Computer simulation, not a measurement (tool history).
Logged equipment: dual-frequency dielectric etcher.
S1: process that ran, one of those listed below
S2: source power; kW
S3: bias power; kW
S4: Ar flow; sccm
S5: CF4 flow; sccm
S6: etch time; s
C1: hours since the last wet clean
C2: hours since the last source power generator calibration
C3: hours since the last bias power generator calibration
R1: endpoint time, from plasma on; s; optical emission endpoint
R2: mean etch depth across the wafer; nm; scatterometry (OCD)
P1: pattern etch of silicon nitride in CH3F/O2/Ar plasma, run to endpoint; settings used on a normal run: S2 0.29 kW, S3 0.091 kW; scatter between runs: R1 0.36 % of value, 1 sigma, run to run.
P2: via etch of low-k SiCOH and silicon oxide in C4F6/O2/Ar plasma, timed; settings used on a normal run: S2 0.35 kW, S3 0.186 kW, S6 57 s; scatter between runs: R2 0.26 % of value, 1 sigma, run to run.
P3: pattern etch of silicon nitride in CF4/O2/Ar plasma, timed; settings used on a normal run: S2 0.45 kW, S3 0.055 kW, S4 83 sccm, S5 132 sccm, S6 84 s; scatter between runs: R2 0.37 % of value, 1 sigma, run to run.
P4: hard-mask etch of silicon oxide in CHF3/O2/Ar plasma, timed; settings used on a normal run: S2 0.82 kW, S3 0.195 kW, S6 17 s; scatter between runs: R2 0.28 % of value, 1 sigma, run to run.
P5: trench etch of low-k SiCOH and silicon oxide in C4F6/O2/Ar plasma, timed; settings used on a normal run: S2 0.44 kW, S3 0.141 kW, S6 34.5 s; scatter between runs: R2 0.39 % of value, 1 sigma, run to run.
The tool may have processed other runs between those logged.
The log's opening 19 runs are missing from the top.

{"run": 20, "day": 5.762, "S1": "P1", "S2": 0.38, "S3": 0.065, "C1": 421.1, "C2": 2481.6, "C3": 2874, "R1": 90.001}
{"run": 21, "day": 5.95, "S1": "P1", "S2": 0.29, "S3": 0.091, "C1": 425.6, "C2": 2486.1, "C3": 2878.5, "R1": 89.566}
{"run": 22, "day": 6.192, "S1": "P5", "S2": 0.44, "S3": 0.093, "S6": 34.5, "C1": 431.4, "C2": 2491.9, "C3": 2884.3, "R2": 94.557}
{"run": 23, "day": 6.479, "S1": "P5", "S2": 0.44, "S3": 0.141, "S6": 34.5, "C1": 438.3, "C2": 2498.8, "C3": 2891.2, "R2": 105.5}
{"run": 24, "day": 6.704, "S1": "P1", "S2": 0.23, "S3": 0.113, "C1": 443.7, "C2": 2504.2, "C3": 2896.6, "R1": 89.391}
{"run": 25, "day": 7.05, "S1": "P3", "S2": 0.45, "S3": 0.066, "S4": 83, "S5": 132, "S6": 84, "C1": 452, "C2": 2512.5, "C3": 2904.9, "R2": 163.63}
{"run": 26, "day": 7.392, "S1": "P5", "S2": 0.44, "S3": 0.141, "S6": 34.5, "C1": 460.2, "C2": 2520.7, "C3": 2913.1, "R2": 105.39}
{"run": 27, "day": 7.6, "S1": "P1", "S2": 0.29, "S3": 0.116, "C1": 465.2, "C2": 2525.7, "C3": 2918.1, "R1": 81.899}
{"run": 28, "day": 7.888, "S1": "P1", "S2": 0.29, "S3": 0.06, "C1": 472.1, "C2": 2532.6, "C3": 2925, "R1": 103.37}
{"run": 29, "day": 8.1, "S1": "P2", "S2": 0.35, "S3": 0.186, "S6": 79.5, "C1": 477.2, "C2": 2537.7, "C3": 2930.1, "R2": 215.14}
{"day": 8.121, "done": "source power generator calibrated"}
{"run": 30, "day": 8.317, "S1": "P4", "S2": 0.82, "S3": 0.16, "S6": 17, "C1": 482.4, "C2": 4.7, "C3": 2935.3, "R2": 35.532}
{"run": 31, "day": 8.683, "S1": "P3", "S2": 0.61, "S3": 0.055, "S4": 83, "S5": 132, "S6": 84, "C1": 491.2, "C2": 13.5, "C3": 2944.1, "R2": 199.8}
{"run": 32, "day": 8.938, "S1": "P1", "S2": 0.29, "S3": 0.091, "C1": 497.3, "C2": 19.6, "C3": 2950.2, "R1": 88.953}
{"run": 33, "day": 9.125, "S1": "P1", "S2": 0.29, "S3": 0.091, "C1": 501.8, "C2": 24.1, "C3": 2954.7, "R1": 88.941}
{"run": 34, "day": 9.392, "S1": "P1", "S2": 0.29, "S3": 0.091, "C1": 508.2, "C2": 30.5, "C3": 2961.1, "R1": 90.146}
{"run": 35, "day": 9.571, "S1": "P1", "S2": 0.29, "S3": 0.091, "C1": 512.5, "C2": 34.8, "C3": 2965.4, "R1": 89.964}

Predict the results of run 36:
{"run": 36, "day": 9.775, "S1": "P1", "S2": 0.29, "S3": 0.091, "C1": 517.4, "C2": 39.7, "C3": 2970.3, "R1": "?"}

R1: 91.106 s
